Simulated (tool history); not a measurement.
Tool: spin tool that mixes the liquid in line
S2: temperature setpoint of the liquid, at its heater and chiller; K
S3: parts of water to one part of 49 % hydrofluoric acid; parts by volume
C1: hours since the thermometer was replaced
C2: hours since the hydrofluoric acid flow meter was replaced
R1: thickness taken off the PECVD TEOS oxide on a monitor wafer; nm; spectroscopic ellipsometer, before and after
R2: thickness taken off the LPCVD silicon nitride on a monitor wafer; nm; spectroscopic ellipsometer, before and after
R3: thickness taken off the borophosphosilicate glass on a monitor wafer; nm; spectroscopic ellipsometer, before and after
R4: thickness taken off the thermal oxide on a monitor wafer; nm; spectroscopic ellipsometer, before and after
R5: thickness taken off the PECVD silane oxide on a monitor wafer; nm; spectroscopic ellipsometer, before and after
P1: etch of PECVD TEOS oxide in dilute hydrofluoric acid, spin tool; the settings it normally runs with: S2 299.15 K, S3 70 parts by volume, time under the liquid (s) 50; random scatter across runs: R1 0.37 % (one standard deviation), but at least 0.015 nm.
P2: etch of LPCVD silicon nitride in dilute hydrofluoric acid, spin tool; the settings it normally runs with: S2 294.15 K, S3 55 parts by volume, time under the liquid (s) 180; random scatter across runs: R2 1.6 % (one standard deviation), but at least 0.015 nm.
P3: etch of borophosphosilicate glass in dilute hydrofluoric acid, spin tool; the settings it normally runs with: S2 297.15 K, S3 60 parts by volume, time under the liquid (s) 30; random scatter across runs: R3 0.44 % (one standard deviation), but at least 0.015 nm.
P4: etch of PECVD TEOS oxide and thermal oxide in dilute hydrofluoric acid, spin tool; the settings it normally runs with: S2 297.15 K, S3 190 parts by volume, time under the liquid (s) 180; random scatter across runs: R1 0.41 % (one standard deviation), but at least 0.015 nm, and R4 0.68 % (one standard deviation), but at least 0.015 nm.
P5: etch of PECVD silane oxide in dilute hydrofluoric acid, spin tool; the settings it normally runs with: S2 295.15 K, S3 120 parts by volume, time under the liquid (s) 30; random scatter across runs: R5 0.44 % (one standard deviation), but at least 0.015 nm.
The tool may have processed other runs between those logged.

run 1 hour=3.6 | process_that_ran=P1 S2=299.15 S3=70 time_under_the_liquid_(s)=50 | C1=636.6 C2=1520.8 | R1=13.66
run 2 hour=8.6 | process_that_ran=P2 S2=294.15 S3=55 time_under_the_liquid_(s)=180 | C1=641.6 C2=1525.8 | R2=1.3505
run 3 hour=12.9 | process_that_ran=P3 S2=297.15 S3=60 time_under_the_liquid_(s)=50 | C1=645.9 C2=1530.1 | R3=37.796
run 4 hour=18.3 | process_that_ran=P1 S2=304.65 S3=70 time_under_the_liquid_(s)=25 | C1=651.3 C2=1535.5 | R1=8.4783
run 5 hour=21.9 | process_that_ran=P1 S2=299.15 S3=70 time_under_the_liquid_(s)=50 | C1=654.9 C2=1539.1 | R1=13.735
run 6 hour=26.1 | process_that_ran=P4 S2=290.15 S3=190 time_under_the_liquid_(s)=180 | C1=659.1 C2=1543.3 | R1=6.6115 R4=2.9886
run 7 hour=33.7 | process_that_ran=P1 S2=299.15 S3=70 time_under_the_liquid_(s)=15 | C1=666.7 C2=1550.9 | R1=4.1436
run 8 hour=39 | process_that_ran=P5 S2=295.15 S3=120 time_under_the_liquid_(s)=15 | C1=672 C2=1556.2 | R5=4.9227
run 9 hour=45.4 | process_that_ran=P4 S2=297.15 S3=190 time_under_the_liquid_(s)=180 | C1=678.4 C2=1562.6 | R1=8.6112 R4=3.8978
run 10 hour=50.5 | process_that_ran=P1 S2=303.15 S3=70 time_under_the_liquid_(s)=15 | C1=683.5 C2=1567.7 | R1=4.8176
run 11 hour=56.1 | process_that_ran=P2 S2=294.15 S3=55 time_under_the_liquid_(s)=180 | C1=689.1 C2=1573.3 | R2=1.3789
run 12 hour=62.8 | process_that_ran=P1 S2=299.15 S3=25 time_under_the_liquid_(s)=50 | C1=695.8 C2=1580 | R1=40.901
run 13 hour=68.9 | process_that_ran=P4 S2=297.15 S3=95 time_under_the_liquid_(s)=180 | C1=701.9 C2=1586.1 | R1=19.476 R4=8.7964
run 14 hour=73.5 | process_that_ran=P2 S2=294.15 S3=55 time_under_the_liquid_(s)=280 | C1=706.5 C2=1590.7 | R2=2.1422
run 15 hour=77.1 | process_that_ran=P3 S2=297.15 S3=110 time_under_the_liquid_(s)=30 | C1=710.1 C2=1594.3 | R3=11.521
run 16 hour=83.6 | process_that_ran=P5 S2=295.15 S3=120 time_under_the_liquid_(s)=30 | C1=716.6 C2=1600.8 | R5=9.8831
run 17 hour=90.4 | process_that_ran=P5 S2=295.15 S3=200 time_under_the_liquid_(s)=30 | C1=723.4 C2=1607.6 | R5=5.393
run 18 hour=94 | process_that_ran=P1 S2=299.15 S3=70 time_under_the_liquid_(s)=50 | C1=727 C2=1611.2 | R1=13.661
run 19 hour=99.5 | process_that_ran=P2 S2=300.65 S3=55 time_under_the_liquid_(s)=180 | C1=732.5 C2=1616.7 | R2=2.1581
run 20 hour=106.3 | process_that_ran=P1 S2=295.15 S3=70 time_under_the_liquid_(s)=50 | C1=739.3 C2=1623.5 | R1=11.704
run 21 hour=113.9 | process_that_ran=P5 S2=295.15 S3=120 time_under_the_liquid_(s)=30 | C1=746.9 C2=1631.1 | R5=9.9138
run 22 hour=118.4 | process_that_ran=P1 S2=299.15 S3=70 time_under_the_liquid_(s)=50 | C1=751.4 C2=1635.6 | R1=13.723
run 23 hour=124.9 | process_that_ran=P3 S2=301.15 S3=60 time_under_the_liquid_(s)=30 | C1=757.9 C2=1642.1 | R3=26.414
run 24 hour=130.1 | process_that_ran=P2 S2=294.15 S3=20 time_under_the_liquid_(s)=180 | C1=763.1 C2=1647.3 | R2=3.6959
run 25 hour=134.8 | process_that_ran=P1 S2=305.15 S3=70 time_under_the_liquid_(s)=50 | C1=767.8 C2=1652 | R1=17.278
run 26 hour=142.3 | process_that_ran=P1 S2=299.15 S3=70 time_under_the_liquid_(s)=85 | C1=775.3 C2=1659.5 | R1=23.243
run 27 hour=149.8 | process_that_ran=P1 S2=299.15 S3=70 time_under_the_liquid_(s)=50 | C1=782.8 C2=1667 | R1=13.635
run 28 hour=156.8 | process_that_ran=P3 S2=297.15 S3=60 time_under_the_liquid_(s)=30 | C1=789.8 C2=1674 | R3=22.468
run 29 hour=161.3 | process_that_ran=P1 S2=299.15 S3=110 time_under_the_liquid_(s)=50 | C1=794.3 C2=1678.5 | R1=8.2717
run 30 hour=166.6 | process_that_ran=P4 S2=297.15 S3=190 time_under_the_liquid_(s)=15 | C1=799.6 C2=1683.8 | R1=0.72651 R4=0.29993
run 31 hour=173.6 | process_that_ran=P1 S2=304.15 S3=70 time_under_the_liquid_(s)=85 | C1=806.6 C2=1690.8 | R1=28.289
run 32 hour=179.5 | process_that_ran=P5 S2=290.15 S3=120 time_under_the_liquid_(s)=30 | C1=812.5 C2=1696.7 | R5=8.0062
run 33 hour=186.8 | process_that_ran=P1 S2=299.15 S3=70 time_under_the_liquid_(s)=50 | C1=819.8 C2=1704 | R1=13.679
run 34 hour=193 | process_that_ran=P1 S2=299.15 S3=70 time_under_the_liquid_(s)=50 | C1=826 C2=1710.2 | R1=13.131
run 35 hour=198.5 | process_that_ran=P1 S2=299.15 S3=70 time_under_the_liquid_(s)=50 | C1=831.5 C2=1715.7 | R1=12.892
run 36 hour=204.7 | process_that_ran=P1 S2=299.15 S3=70 time_under_the_liquid_(s)=50 | C1=837.7 C2=1721.9 | R1=12.618
run 37 hour=209.7 | process_that_ran=P1 S2=299.15 S3=70 time_under_the_liquid_(s)=50 | C1=842.7 C2=1726.9 | R1=12.653
run 38 hour=214.6 | process_that_ran=P1 S2=299.15 S3=70 time_under_the_liquid_(s)=50 | C1=847.6 C2=1731.8 | R1=12.599
run 39 hour=221.7 | process_that_ran=P1 S2=299.15 S3=70 time_under_the_liquid_(s)=50 | C1=854.7 C2=1738.9 | R1=12.545
run 40 hour=228.1 | process_that_ran=P1 S2=299.15 S3=70 time_under_the_liquid_(s)=50 | C1=861.1 C2=1745.3 | R1=12.515

What P1 gives has crept off from where it sat before. The 2 causes that follow fit the log equally well, each at the size noted:
A: hydrofluoric acid flow below the setpoint (%) = 8
B: liquid colder than its thermometer reads (K) = 2.28
The gradual shift began around hour 186.8.

Of the 4 check runs below, each run on 3 wafers with the results averaged and each result still a question mark, which one would tell the listed causes apart?
run check 1 hour=234.5 | process_that_ran=P2 S2=294.15 S3=55 time_under_the_liquid_(s)=240 | R2=?
run check 2 hour=234.5 | process_that_ran=P4 S2=290.15 S3=190 time_under_the_liquid_(s)=20 | R1=? R4=?
run check 3 hour=234.5 | process_that_ran=P3 S2=297.15 S3=105 time_under_the_liquid_(s)=50 | R3=?
run check 4 hour=234.5 | process_that_ran=P5 S2=290.15 S3=120 time_under_the_liquid_(s)=15 | R5=?

What each check would give under each cause:
check=check_1 result=R2 if_A=1.7256 if_B=1.5978
check=check_2 result=R1 if_A=0.66392 if_B=0.66791
check=check_2 result=R4 if_A=0.3014 if_B=0.30321
check=check_3 result=R3 if_A=18.387 if_B=18.451
check=check_4 result=R5 if_A=3.6657 if_B=3.6573
Per check, the gap between the least separated pair of causes, taken in the result that splits them most: check 1 7.69 %; check 2 0.6 %; check 3 0.35 %; check 4 0.23 %
Only check 1 tells the causes apart: in the others they would give nearly the same result.

Running check 1 produced the following: R2 1.7476 nm. Which one of the listed causes fits?

The correct cause is A, namely: hydrofluoric acid flow below the setpoint (%).

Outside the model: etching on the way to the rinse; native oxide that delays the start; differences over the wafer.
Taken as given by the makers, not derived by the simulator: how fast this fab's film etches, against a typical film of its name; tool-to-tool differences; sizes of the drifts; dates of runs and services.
